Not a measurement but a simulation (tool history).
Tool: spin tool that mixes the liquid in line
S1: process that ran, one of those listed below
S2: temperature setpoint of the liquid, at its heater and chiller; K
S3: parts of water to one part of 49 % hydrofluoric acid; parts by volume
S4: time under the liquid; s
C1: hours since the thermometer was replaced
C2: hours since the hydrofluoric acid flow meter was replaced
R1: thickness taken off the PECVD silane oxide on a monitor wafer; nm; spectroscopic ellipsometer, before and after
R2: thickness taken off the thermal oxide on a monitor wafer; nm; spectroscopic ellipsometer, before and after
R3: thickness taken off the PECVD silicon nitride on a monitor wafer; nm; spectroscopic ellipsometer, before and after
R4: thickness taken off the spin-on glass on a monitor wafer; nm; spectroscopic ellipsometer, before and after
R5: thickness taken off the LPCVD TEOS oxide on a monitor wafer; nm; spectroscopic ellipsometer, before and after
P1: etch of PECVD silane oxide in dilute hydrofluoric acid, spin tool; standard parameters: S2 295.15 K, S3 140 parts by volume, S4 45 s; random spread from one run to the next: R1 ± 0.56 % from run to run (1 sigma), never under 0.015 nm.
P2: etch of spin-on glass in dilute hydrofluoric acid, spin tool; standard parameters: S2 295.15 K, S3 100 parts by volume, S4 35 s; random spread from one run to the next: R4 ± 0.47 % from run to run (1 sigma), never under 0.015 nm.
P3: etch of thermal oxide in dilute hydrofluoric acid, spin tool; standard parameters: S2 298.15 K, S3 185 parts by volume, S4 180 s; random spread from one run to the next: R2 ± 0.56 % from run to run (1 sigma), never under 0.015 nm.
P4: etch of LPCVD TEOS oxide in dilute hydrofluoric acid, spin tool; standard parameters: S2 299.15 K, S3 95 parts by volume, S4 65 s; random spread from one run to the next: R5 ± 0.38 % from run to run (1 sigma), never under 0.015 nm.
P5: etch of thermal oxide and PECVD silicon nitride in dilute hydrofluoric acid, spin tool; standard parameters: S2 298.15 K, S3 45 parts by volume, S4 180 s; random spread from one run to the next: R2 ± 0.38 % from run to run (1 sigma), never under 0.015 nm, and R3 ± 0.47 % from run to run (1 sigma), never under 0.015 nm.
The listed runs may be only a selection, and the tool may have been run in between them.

run,day,S1,S2,S3,S4,C1,C2,R1,R2,R3,R4,R5
1,0.517,P1,295.15,140,45,497.2,365.1,5.3036,,,,
2,1.033,P3,293.65,185,180,509.6,377.5,,3.568,,,
3,1.4,P5,298.15,45,15,518.4,386.3,,1.8058,1.3543,,
4,1.962,P2,295.15,100,35,531.9,399.8,,,,12.261,
5,2.396,P3,298.15,185,50,542.3,410.2,,1.1356,,,
6,2.738,P4,299.15,40,65,550.5,418.4,,,,,106.46
7,3.092,P4,299.15,95,15,559,426.9,,,,,9.6241
8,3.417,P3,298.15,75,180,566.8,434.7,,11.782,,,
9,3.958,P5,298.15,20,180,579.8,447.7,,49.685,36.083,,
10,4.592,P2,295.15,100,35,595,462.9,,,,12.17,
11,5.033,P1,295.15,195,45,605.6,473.5,3.5687,,,,
12,5.562,P1,290.15,140,45,618.3,486.2,4.3197,,,,
13,5.896,P4,291.15,95,65,626.3,494.2,,,,,30.22
14,6.208,P1,300.15,140,80,633.8,501.7,11.314,,,,
15,6.717,P1,295.15,90,45,646,513.9,8.6458,,,,
16,7.133,P3,298.15,185,180,656,523.9,,4.19,,,
17,7.483,P3,298.15,185,180,664.4,532.3,,4.1907,,,
18,8.071,P4,299.15,95,65,678.5,546.4,,,,,41.902
19,8.438,P5,298.15,45,180,687.3,555.2,,21.388,16.393,,
20,8.838,P1,295.15,140,15,696.9,564.8,1.7372,,,,
21,9.338,P5,292.65,45,180,708.9,576.8,,16.813,11.26,,
22,9.875,P1,295.15,140,45,721.8,589.7,5.2823,,,,
23,10.462,P2,295.15,165,35,735.9,603.8,,,,6.9233,
24,11.088,P1,295.15,140,45,750.9,618.8,5.266,,,,
25,11.538,P1,295.15,140,65,761.7,629.6,7.691,,,,
26,11.867,P5,298.15,45,180,769.6,637.5,,21.308,16.429,,
27,12.283,P1,300.15,140,45,779.6,647.5,6.429,,,,
28,12.825,P1,290.15,140,15,792.6,660.5,1.4137,,,,
# day 12.988: thermometer replaced
29,13.2,P1,295.15,55,20,5.2,669.5,6.6451,,,,
30,13.521,P2,295.15,100,20,12.9,677.2,,,,6.9769,
31,13.958,P1,295.15,140,45,23.4,687.7,5.3014,,,,
32,14.338,P2,301.15,100,35,32.5,696.8,,,,15.346,
33,14.925,P1,295.15,140,45,46.6,710.9,5.2549,,,,
34,15.283,P1,295.15,140,45,55.2,719.5,5.2469,,,,
35,15.783,P1,295.15,140,45,67.2,731.5,5.0773,,,,
36,16.15,P1,295.15,140,45,76,740.3,5.0278,,,,
37,16.608,P1,295.15,140,45,87,751.3,4.964,,,,
38,16.925,P1,295.15,140,45,94.6,758.9,4.9,,,,
39,17.446,P1,295.15,140,45,107.1,771.4,4.8931,,,,
40,18.112,P1,295.15,140,45,123.1,787.4,4.9286,,,,

P1 no longer gives what it gave before; its output has crept away from where it was. The following 2 causes, each at its listed size, fit the log equally well:
A: hydrofluoric acid flow below the setpoint (%) = 6.05
B: liquid colder than its thermometer reads (K) = 1.83
Creep in the process output first set in at about day 15.283.

Below are 4 check runs, each on a single wafer, with their results shown as question marks. Which of them would tell the listed causes apart, meaning the causes would give clearly different results under it?
check 1,18.779,P5,298.15,45,180,,,,?,?,,
check 2,18.779,P2,295.15,100,35,,,,,,?,
check 3,18.779,P4,299.15,95,65,,,,,,,?
check 4,18.779,P3,298.15,185,180,,,,?,,,

If the cause were each of the candidates in turn, the checks would give the following:
check,result,if A,if B
check 1,R2,19.914,19.732
check 1,R3,15.334,14.405
check 2,R4,11.354,11.303
check 3,R5,38.998,38.931
check 4,R2,3.9098,3.9387
Per-check spread between the two closest causes, in the result where they differ most: check 1 6.25 %; check 2 0.45 %; check 3 0.17 %; check 4 0.74 %
Check 1 tells the causes apart: in the others they would give nearly the same result.

Then check 1 was run and gave: R2 19.665 nm; R3 14.39 nm. Which cause is it?

B is the cause: liquid colder than its thermometer reads (K).
